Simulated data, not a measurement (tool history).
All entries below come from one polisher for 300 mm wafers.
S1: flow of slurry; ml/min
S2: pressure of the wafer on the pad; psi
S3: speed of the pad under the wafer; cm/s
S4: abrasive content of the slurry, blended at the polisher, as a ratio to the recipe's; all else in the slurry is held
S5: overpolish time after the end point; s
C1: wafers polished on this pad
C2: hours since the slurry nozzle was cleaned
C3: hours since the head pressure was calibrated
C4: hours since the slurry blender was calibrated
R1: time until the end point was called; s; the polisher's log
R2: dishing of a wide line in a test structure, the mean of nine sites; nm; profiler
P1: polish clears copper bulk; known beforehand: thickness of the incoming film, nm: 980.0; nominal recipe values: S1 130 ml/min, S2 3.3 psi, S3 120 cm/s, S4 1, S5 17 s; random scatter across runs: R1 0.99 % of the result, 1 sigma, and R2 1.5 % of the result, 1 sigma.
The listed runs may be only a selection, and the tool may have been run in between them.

| run | day | S1 | S2 | S3 | S4 | S5 | C1 | C2 | C3 | C4 | R1 | R2 |
|---|---|---|---|---|---|---|---|---|---|---|---|---|
| 1 | 0.483 | 130 | 3.3 | 120 | 1 | 17 | 420 | 194.9 | 747.2 | 101 | 64.001 | 119.55 |
| 2 | 0.829 | 130 | 3.3 | 120 | 1 | 29 | 521 | 203.2 | 755.5 | 109.3 | 63.679 | 144.81 |
| 3 | 1.35 | 130 | 3.3 | 120 | 1 | 17 | 673 | 215.7 | 768 | 121.8 | 63.851 | 116.86 |
| 4 | 1.817 | 200 | 3.3 | 120 | 1 | 17 | 808 | 226.9 | 779.2 | 133 | 59.602 | 121.39 |
| 5 | 2.212 | 80 | 3.3 | 64 | 1 | 17 | 924 | 236.4 | 788.7 | 142.5 | 136.08 | 74.629 |
| 6 | 2.508 | 130 | 3.3 | 120 | 1 | 17 | 1010 | 243.5 | 795.8 | 149.6 | 63.511 | 121.7 |
| 7 | 2.842 | 130 | 3.3 | 86 | 1 | 17 | 1107 | 251.5 | 803.8 | 157.6 | 88.993 | 95.934 |
| 8 | 3.096 | 130 | 3.3 | 182 | 1 | 17 | 1181 | 257.6 | 809.9 | 163.7 | 42.301 | 141.16 |
| 9 | 3.621 | 130 | 1.6 | 120 | 1 | 17 | 1334 | 270.2 | 822.5 | 176.3 | 131.38 | 68.536 |
|  | 4.129 | slurry nozzle cleaned |
| 10 | 4.138 | 85 | 3.3 | 120 | 1 | 17 | 1485 | 0.2 | 834.9 | 188.7 | 71.766 | 112.05 |
| 11 | 4.429 | 130 | 4.7 | 120 | 1 | 17 | 1569 | 7.2 | 841.9 | 195.7 | 43.943 | 149.49 |
| 12 | 4.742 | 130 | 3.3 | 120 | 1 | 17 | 1661 | 14.7 | 849.4 | 203.2 | 64.409 | 119.32 |
| 13 | 5.175 | 130 | 3.3 | 120 | 0.55 | 17 | 1787 | 25.1 | 859.8 | 213.6 | 71.335 | 111.83 |
| 14 | 5.642 | 130 | 3.3 | 120 | 1 | 17 | 1923 | 36.3 | 871 | 224.8 | 64.081 | 117.65 |
| 15 | 6.046 | 130 | 3.3 | 120 | 1 | 5 | 2040 | 46 | 880.7 | 234.5 | 63.166 | 51.774 |
| 16 | 6.342 | 130 | 4.2 | 120 | 0.55 | 17 | 2127 | 53.1 | 887.8 | 241.6 | 56.87 | 133.32 |
| 17 | 6.75 | 130 | 3.3 | 120 | 1.5 | 17 | 2246 | 62.9 | 897.6 | 251.4 | 58.274 | 123.97 |
| 18 | 7.2 | 130 | 3.3 | 120 | 1 | 17 | 2377 | 73.7 | 908.4 | 262.2 | 64.446 | 120.2 |
| 19 | 7.696 | 130 | 3.3 | 120 | 1 | 17 | 2521 | 85.6 | 920.3 | 274.1 | 66.559 | 120.03 |
| 20 | 8.071 | 130 | 3.3 | 120 | 1 | 17 | 2630 | 94.6 | 929.3 | 283.1 | 68.485 | 113.81 |
|  | 8.525 | head pressure recalibrated |
| 21 | 8.542 | 130 | 3.3 | 120 | 1 | 17 | 2767 | 105.9 | 0.5 | 294.4 | 70.335 | 116.03 |
| 22 | 9.05 | 130 | 3.3 | 120 | 1 | 17 | 2916 | 118.1 | 12.7 | 306.6 | 69.86 | 117.52 |
|  | 9.421 | slurry blender recalibrated |
| 23 | 9.479 | 130 | 3.3 | 120 | 1 | 17 | 3041 | 128.4 | 23 | 1.4 | 69.263 | 111.09 |
| 24 | 9.958 | 130 | 3.3 | 120 | 1 | 17 | 3180 | 139.9 | 34.5 | 12.9 | 71.155 | 114.58 |
| 25 | 10.279 | 130 | 3.3 | 120 | 1 | 17 | 3274 | 147.6 | 42.2 | 20.6 | 71.962 | 112.06 |

P1 has crept away from where it was. The log is fitted equally well by each of these 2 causes, at the sizes shown:
A: removal rate lost through wear of the pad, % = 10.5
B: slurry flow missing at the pad, % = 36.6
The drift started at roughly day 7.2.
Each remaining cause and why it is not a fit:
head's pressure below its setpoint, %: serviced at day 8.525, which brought nothing back
abrasive missing from the slurry, %: serviced at day 9.421, which brought nothing back

The list below offers 4 check runs, each averaging the results of 5 wafers, and shows each result as a question mark. For which of them would the listed causes give clearly different results?
| check 1 | 10.6 | 130 | 3.3 | 162 | 1 | 17 |  |  |  |  | ? | ? |
| check 2 | 10.6 | 130 | 2.6 | 120 | 1.45 | 17 |  |  |  |  | ? | ? |
| check 3 | 10.6 | 195 | 3.3 | 120 | 1 | 17 |  |  |  |  | ? | ? |
| check 4 | 10.6 | 130 | 3.3 | 120 | 0.65 | 5 |  |  |  |  | ? | ? |

Check results expected under each cause:
| check | result | if A | if B |
|---|---|---|---|
| check 1 | R1 | 52.788 | 52.788 |
| check 1 | R2 | 129.81 | 129.81 |
| check 2 | R1 | 83.382 | 83.383 |
| check 2 | R2 | 98.358 | 98.357 |
| check 3 | R1 | 66.66 | 64.431 |
| check 3 | R2 | 116.06 | 118.12 |
| check 4 | R1 | 77.967 | 77.969 |
| check 4 | R2 | 42.988 | 42.987 |
Gap, in per cent, between the two causes that each check separates least, read from the result that separates them most: check 1 0 %; check 2 0 %; check 3 3.4 %; check 4 0 %
The other checks would show nearly matching results whichever cause is true, so check 3 is the only one that separates the causes.

After running check 3, the following was obtained: R1 64.654 s; R2 118.25 nm. Which cause does this point to?

B is the cause: slurry flow missing at the pad, %.

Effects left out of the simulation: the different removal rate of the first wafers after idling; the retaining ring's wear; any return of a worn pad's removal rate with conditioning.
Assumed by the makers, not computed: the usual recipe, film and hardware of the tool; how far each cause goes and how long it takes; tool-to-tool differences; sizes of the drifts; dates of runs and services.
